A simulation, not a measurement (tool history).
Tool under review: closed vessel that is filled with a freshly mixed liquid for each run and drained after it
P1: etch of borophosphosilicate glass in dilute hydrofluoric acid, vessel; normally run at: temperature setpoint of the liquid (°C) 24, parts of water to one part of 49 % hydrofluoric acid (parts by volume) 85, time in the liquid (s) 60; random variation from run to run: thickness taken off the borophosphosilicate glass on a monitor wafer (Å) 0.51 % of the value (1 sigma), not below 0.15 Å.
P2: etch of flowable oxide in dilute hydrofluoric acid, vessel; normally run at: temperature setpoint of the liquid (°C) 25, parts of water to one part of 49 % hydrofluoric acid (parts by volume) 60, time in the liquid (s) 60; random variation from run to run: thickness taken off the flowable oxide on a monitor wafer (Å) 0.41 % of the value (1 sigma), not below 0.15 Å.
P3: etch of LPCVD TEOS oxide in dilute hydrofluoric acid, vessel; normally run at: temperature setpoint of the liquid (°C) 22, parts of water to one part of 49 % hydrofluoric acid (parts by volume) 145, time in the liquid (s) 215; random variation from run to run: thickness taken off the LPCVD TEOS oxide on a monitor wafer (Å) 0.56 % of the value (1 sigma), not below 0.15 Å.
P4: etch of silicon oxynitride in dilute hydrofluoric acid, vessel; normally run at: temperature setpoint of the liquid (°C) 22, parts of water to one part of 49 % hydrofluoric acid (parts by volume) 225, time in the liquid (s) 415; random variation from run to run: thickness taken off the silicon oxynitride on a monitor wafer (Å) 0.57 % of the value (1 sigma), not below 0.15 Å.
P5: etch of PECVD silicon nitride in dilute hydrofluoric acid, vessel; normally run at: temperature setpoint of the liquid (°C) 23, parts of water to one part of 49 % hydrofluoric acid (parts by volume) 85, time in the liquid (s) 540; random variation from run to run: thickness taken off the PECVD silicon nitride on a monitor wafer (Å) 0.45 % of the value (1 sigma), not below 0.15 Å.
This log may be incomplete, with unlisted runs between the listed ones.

| run | hour | process that ran | temperature setpoint of the liquid (°C) | parts of water to one part of 49 % hydrofluoric acid (parts by volume) | time in the liquid (s) | hours since the thermometer was replaced | hours since the hydrofluoric acid flow meter was replaced | thickness taken off the borophosphosilicate glass on a monitor wafer (Å) | thickness taken off the flowable oxide on a monitor wafer (Å) | thickness taken off the silicon oxynitride on a monitor wafer (Å) | thickness taken off the PECVD silicon nitride on a monitor wafer (Å) | thickness taken off the LPCVD TEOS oxide on a monitor wafer (Å) |
|---|---|---|---|---|---|---|---|---|---|---|---|---|
| 1 | 11.9 | P1 | 24 | 85 | 60 | 342.3 | 418.7 | 618.66 |  |  |  |  |
| 2 | 21.9 | P2 | 25 | 95 | 60 | 352.3 | 428.7 |  | 253.51 |  |  |  |
| 3 | 33.5 | P1 | 24 | 85 | 60 | 363.9 | 440.3 | 614.77 |  |  |  |  |
| 4 | 41 | P2 | 25 | 60 | 60 | 371.4 | 447.8 |  | 423.7 |  |  |  |
| 5 | 52.8 | P4 | 22 | 225 | 415 | 383.2 | 459.6 |  |  | 51.239 |  |  |
| 6 | 62.6 | P4 | 17 | 225 | 415 | 393 | 469.4 |  |  | 40.794 |  |  |
| 7 | 74 | P5 | 23 | 85 | 540 | 404.4 | 480.8 |  |  |  | 186.17 |  |
| 8 | 85.7 | P5 | 23 | 115 | 540 | 416.1 | 492.5 |  |  |  | 139.67 |  |
| 9 | 95 | P1 | 28.5 | 85 | 60 | 425.4 | 501.8 | 730.17 |  |  |  |  |
| 10 | 107.8 | P1 | 24 | 85 | 115 | 438.2 | 514.6 | 1173.8 |  |  |  |  |
| 11 | 119.5 | P3 | 29 | 145 | 215 | 449.9 | 526.3 |  |  |  |  | 272.39 |
| 12 | 130 | P1 | 24 | 85 | 60 | 460.4 | 536.8 | 614.88 |  |  |  |  |
| 13 | 138.6 | P1 | 24 | 85 | 60 | 469 | 545.4 | 613.9 |  |  |  |  |
| 14 | 149.4 | P1 | 18 | 85 | 60 | 479.8 | 556.2 | 481.31 |  |  |  |  |
| 15 | 155.9 | P5 | 23 | 85 | 210 | 486.3 | 562.7 |  |  |  | 73.175 |  |
| 16 | 165.6 | P4 | 22 | 225 | 765 | 496 | 572.4 |  |  | 93.778 |  |  |
| 17 | 179.1 | P1 | 24 | 140 | 60 | 509.5 | 585.9 | 348.62 |  |  |  |  |
| 18 | 185.8 | P3 | 22 | 145 | 215 | 516.2 | 592.6 |  |  |  |  | 212.59 |
| 19 | 195 | P3 | 22 | 210 | 215 | 525.4 | 601.8 |  |  |  |  | 134.42 |
| 20 | 200.8 | P3 | 22 | 145 | 215 | 531.2 | 607.6 |  |  |  |  | 210.02 |
| 21 | 210.5 | P2 | 25 | 60 | 60 | 540.9 | 617.3 |  | 423.13 |  |  |  |
| 22 | 222.8 | P1 | 17.5 | 50 | 60 | 553.2 | 629.6 | 833.05 |  |  |  |  |
| 23 | 233.6 | P3 | 22 | 145 | 385 | 564 | 640.4 |  |  |  |  | 375.08 |
| 24 | 246.2 | P2 | 19.5 | 60 | 60 | 576.6 | 653 |  | 337.33 |  |  |  |
| 25 | 259.6 | P5 | 17 | 85 | 540 | 590 | 666.4 |  |  |  | 124.29 |  |
| 26 | 266.4 | P5 | 23 | 85 | 540 | 596.8 | 673.2 |  |  |  | 187.61 |  |
| 27 | 272.7 | P1 | 24 | 85 | 30 | 603.1 | 679.5 | 306.56 |  |  |  |  |
| 28 | 281 | P2 | 25 | 60 | 30 | 611.4 | 687.8 |  | 209.99 |  |  |  |
| 29 | 290.9 | P1 | 24 | 25 | 60 | 621.3 | 697.7 | 2269.2 |  |  |  |  |
| 30 | 303.5 | P4 | 22 | 325 | 415 | 633.9 | 710.3 |  |  | 33.121 |  |  |
| 31 | 309.4 | P1 | 24 | 85 | 60 | 639.8 | 716.2 | 619.43 |  |  |  |  |
| 32 | 317.1 | P1 | 24 | 85 | 60 | 647.5 | 723.9 | 603.94 |  |  |  |  |
| 33 | 328.8 | P1 | 24 | 85 | 60 | 659.2 | 735.6 | 594.27 |  |  |  |  |
| 34 | 335.1 | P1 | 24 | 85 | 60 | 665.5 | 741.9 | 590.05 |  |  |  |  |
| 35 | 343.1 | P1 | 24 | 85 | 60 | 673.5 | 749.9 | 584.07 |  |  |  |  |
| 36 | 351.3 | P1 | 24 | 85 | 60 | 681.7 | 758.1 | 577.93 |  |  |  |  |
| 37 | 361.8 | P1 | 24 | 85 | 60 | 692.2 | 768.6 | 581.55 |  |  |  |  |
| 38 | 373.2 | P1 | 24 | 85 | 60 | 703.6 | 780 | 579.72 |  |  |  |  |
| 39 | 379.9 | P1 | 24 | 85 | 60 | 710.3 | 786.7 | 586.86 |  |  |  |  |
| 40 | 386.3 | P1 | 24 | 85 | 60 | 716.7 | 793.1 | 579.35 |  |  |  |  |
| 41 | 395.8 | P1 | 24 | 85 | 60 | 726.2 | 802.6 | 578.94 |  |  |  |  |

P1 no longer gives what it gave before; its output has crept away from where it was. The following 2 causes, each at its listed size, fit the log equally well:
A: hydrofluoric acid flow below the setpoint (%) = 5.06
B: liquid colder than its thermometer reads (K) = 1.43
The process output started creeping at around hour 309.4.

Each of the 4 check runs below uses one wafer; its results are left as question marks. Which run tells the causes apart?
| check 1 | 405.3 | P5 | 23 | 85 | 540 |  |  |  |  |  | ? |  |
| check 2 | 405.3 | P3 | 22 | 145 | 215 |  |  |  |  |  |  | ? |
| check 3 | 405.3 | P2 | 25 | 60 | 60 |  |  |  | ? |  |  |  |
| check 4 | 405.3 | P4 | 22 | 225 | 415 |  |  |  |  | ? |  |  |

Check results expected under each cause:
| check | result | if A | if B |
|---|---|---|---|
| check 1 | thickness taken off the PECVD silicon nitride on a monitor wafer (Å) | 178.35 | 170.48 |
| check 2 | thickness taken off the LPCVD TEOS oxide on a monitor wafer (Å) | 197.64 | 198.44 |
| check 3 | thickness taken off the flowable oxide on a monitor wafer (Å) | 400.09 | 399.28 |
| check 4 | thickness taken off the silicon oxynitride on a monitor wafer (Å) | 48.172 | 47.947 |
Gap, in per cent, between the two causes that each check separates least, read from the result that separates them most: check 1 4.51 %; check 2 0.4 %; check 3 0.2 %; check 4 0.47 %
Only in check 1 would the causes give clearly different results; in the remaining checks their results would be nearly the same.

The results of check 1 are: thickness taken off the PECVD silicon nitride on a monitor wafer (Å) 177.81. Based on these, which of the listed causes is it?

Of the candidate causes, it is A: hydrofluoric acid flow below the setpoint (%).

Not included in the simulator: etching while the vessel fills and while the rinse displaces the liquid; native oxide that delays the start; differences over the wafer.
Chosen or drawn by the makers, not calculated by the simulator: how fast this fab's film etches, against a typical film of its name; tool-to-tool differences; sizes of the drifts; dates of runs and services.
